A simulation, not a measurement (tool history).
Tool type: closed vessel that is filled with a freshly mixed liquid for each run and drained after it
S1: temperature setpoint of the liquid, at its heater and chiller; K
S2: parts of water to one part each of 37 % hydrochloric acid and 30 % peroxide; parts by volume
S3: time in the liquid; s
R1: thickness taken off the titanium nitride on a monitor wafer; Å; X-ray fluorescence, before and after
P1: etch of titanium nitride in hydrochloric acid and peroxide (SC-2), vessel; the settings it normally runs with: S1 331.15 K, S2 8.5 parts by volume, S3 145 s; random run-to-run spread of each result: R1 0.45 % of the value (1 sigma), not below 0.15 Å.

Run 1, day 0.354: S1 331.15 K, S2 8.5 parts by volume, S3 145 s. Result: R1 60.4810 Å.
Run 2, day 0.767: S1 331.15 K, S2 8.5 parts by volume, S3 145 s. Result: R1 60.7220 Å.
Run 3, day 1.229: S1 331.15 K, S2 8.5 parts by volume, S3 145 s. Result: R1 60.7200 Å.
Run 4, day 1.542: S1 331.15 K, S2 4.0 parts by volume, S3 145 s. Result: R1 106.9900 Å.
Run 5, day 1.775: S1 331.15 K, S2 4.0 parts by volume, S3 30 s. Result: R1 21.9450 Å.
Run 6, day 2.021: S1 331.15 K, S2 8.5 parts by volume, S3 250 s. Result: R1 104.0200 Å.
Run 7, day 2.304: S1 344.15 K, S2 4.0 parts by volume, S3 145 s. Result: R1 236.0600 Å.
Run 8, day 2.588: S1 331.15 K, S2 13.0 parts by volume, S3 145 s. Result: R1 42.0720 Å.
Run 9, day 2.804: S1 331.15 K, S2 8.5 parts by volume, S3 145 s. Result: R1 61.2610 Å.
Run 10, day 3.150: S1 318.15 K, S2 8.5 parts by volume, S3 145 s. Result: R1 25.3570 Å.
Run 11, day 3.617: S1 331.15 K, S2 8.5 parts by volume, S3 145 s. Result: R1 60.0630 Å.
Run 12, day 4.008: S1 341.15 K, S2 8.5 parts by volume, S3 145 s. Result: R1 112.5200 Å.
Run 13, day 4.350: S1 331.15 K, S2 8.5 parts by volume, S3 145 s. Result: R1 60.4610 Å.
Run 14, day 4.633: S1 331.15 K, S2 8.5 parts by volume, S3 30 s. Result: R1 12.5700 Å.
Run 15, day 4.888: S1 331.15 K, S2 13.5 parts by volume, S3 30 s. Result: R1 8.2167 Å.
Run 16, day 5.275: S1 331.15 K, S2 8.5 parts by volume, S3 145 s. Result: R1 61.4060 Å.
Run 17, day 5.675: S1 331.15 K, S2 8.5 parts by volume, S3 145 s. Result: R1 58.3110 Å.
Run 18, day 6.108: S1 331.15 K, S2 8.5 parts by volume, S3 145 s. Result: R1 57.6210 Å.
Run 19, day 6.571: S1 331.15 K, S2 8.5 parts by volume, S3 145 s. Result: R1 56.9650 Å.
At day 6.883: new drum of peroxide connected.
Run 20, day 7.000: S1 331.15 K, S2 8.5 parts by volume, S3 145 s. Result: R1 56.4270 Å.
Run 21, day 7.458: S1 331.15 K, S2 8.5 parts by volume, S3 145 s. Result: R1 55.4410 Å.
Run 22, day 7.850: S1 331.15 K, S2 8.5 parts by volume, S3 145 s. Result: R1 55.7130 Å.
Run 23, day 8.308: S1 331.15 K, S2 8.5 parts by volume, S3 145 s. Result: R1 54.9720 Å.
Run 24, day 8.725: S1 331.15 K, S2 8.5 parts by volume, S3 145 s. Result: R1 55.1230 Å.
Run 25, day 9.117: S1 331.15 K, S2 8.5 parts by volume, S3 145 s. Result: R1 55.6950 Å.

P1 no longer gives what it gave before; its output has crept away from where it was. The following 2 causes, each at its listed size, fit the log equally well:
A: chemicals flow below the setpoint (%) = 10.6
B: liquid colder than its thermometer reads (K) = 1.44
The drift started at roughly day 5.275.
Excluded causes, each with its reason:
peroxide weaker than its label (%): serviced at day 6.883, after the change had begun; the process did not return to its earlier output

Which of the check runs below tells the causes apart, meaning the causes would give it clearly different results? Each run uses 3 wafers whose results are averaged, and each result is shown as a question mark.
Run check 1, day 9.508: S1 322.15 K, S2 8.5 parts by volume, S3 145 s. Result: R1 ?.
Run check 2, day 9.508: S1 320.15 K, S2 4.0 parts by volume, S3 145 s. Result: R1 ?.
Run check 3, day 9.508: S1 331.15 K, S2 12.5 parts by volume, S3 30 s. Result: R1 ?.
Run check 4, day 9.508: S1 321.65 K, S2 8.5 parts by volume, S3 30 s. Result: R1 ?.

Outcome of each check run for each possible cause:
  check  result     if A     if B
check 1      R1  30.7420  30.5770
check 2      R1  47.7440  46.6940
check 3      R1   8.2405   8.2858
check 4      R1   6.1502   6.1153
Minimum pairwise separation of causes per check, each pair taken at its best-separating result: check 1 0.54 %; check 2 2.22 %; check 3 0.55 %; check 4 0.57 %
The other checks would show nearly matching results whichever cause is true, so check 2 is the only one that separates the causes.

Then check 2 was run and gave: R1 47.5340 Å. Which cause is it?

It is A: chemicals flow below the setpoint (%).
